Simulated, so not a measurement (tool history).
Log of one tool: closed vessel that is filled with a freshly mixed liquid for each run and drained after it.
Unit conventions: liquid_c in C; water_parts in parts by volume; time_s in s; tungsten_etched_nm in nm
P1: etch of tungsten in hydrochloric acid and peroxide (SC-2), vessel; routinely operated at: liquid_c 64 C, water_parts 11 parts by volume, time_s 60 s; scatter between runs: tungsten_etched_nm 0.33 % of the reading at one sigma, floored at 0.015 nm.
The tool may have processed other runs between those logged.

run     day  liquid_c  water_parts  time_s  tungsten_etched_nm
  1   0.583        64           11      60              42.467
  2   1.371        64           11      60              42.358
  3   1.842        64           18      60              27.549
  4   2.454        64           11      30              21.106
  5   2.858        64           15      35              19.028
  6   3.638        49           11      60              16.222
  7   4.150        72           11      60              68.446
  8   4.542        64           11      60              42.421
      4.850  -- thermometer replaced
  9   4.962        64           11      60              42.243
 10   5.750        64            4      60              91.966
      6.042  -- new drum of peroxide connected
 11   6.112        64           11     110              77.485
 12   6.604        64           11      60              42.005
 13   6.950        64           11      60              42.534
 14   7.400        64           11      60              42.398
 15   7.767        64           11      60              41.045
 16   8.388        64           11      60              40.104
 17   9.100        64           11      60              39.482
 18   9.571        64           11      60              38.923
 19   9.921        64           11      60              38.696
 20  10.300        64           11      60              38.647
     10.525  -- new drum of peroxide connected
 21  10.904        64           11      60              38.525
 22  11.283        64           11      60              38.369
 23  11.921        64           11      60              38.214
 24  12.467        64           11      60              38.311

What P1 gives has crept off from where it sat before. The 2 causes that follow fit the log equally well, each at the size noted:
A: liquid colder than its thermometer reads (K) = 1.68
B: chemicals flow below the setpoint (%) = 11.4
Onset of the creep was near day 7.400.
Ruled out, with reasons:
peroxide weaker than its label (%): maintenance at day 10.525, after the shift began, did not return the process to its former output

Consider the 4 check runs below, whose results appear as question marks and each of which averages 2 wafers. Which one distinguishes the causes, in that each cause would give it a clearly different result?
check 1  13.012      64.0         16.5      30                   ?
check 2  13.012      51.5         14.0      60                   ?
check 3  13.012      64.0         11.0      30                   ?
check 4  13.012      64.0          4.0      60                   ?

Outcome of each check run for each possible cause:
  check              result    if A    if B
check 1  tungsten_etched_nm  13.410  13.341
check 2  tungsten_etched_nm  13.889  13.957
check 3  tungsten_etched_nm  19.084  19.086
check 4  tungsten_etched_nm  82.698  84.459
Per-check spread between the two closest causes, in the result where they differ most: check 1 0.52 %; check 2 0.49 %; check 3 0.01 %; check 4 2.11 %
The causes can be told apart only by check 4. The other checks would give nearly the same results under each of them.

Here is what check 4 returned: tungsten_etched_nm 84.065 nm. Which cause is it?

The correct cause is B, namely: chemicals flow below the setpoint (%).

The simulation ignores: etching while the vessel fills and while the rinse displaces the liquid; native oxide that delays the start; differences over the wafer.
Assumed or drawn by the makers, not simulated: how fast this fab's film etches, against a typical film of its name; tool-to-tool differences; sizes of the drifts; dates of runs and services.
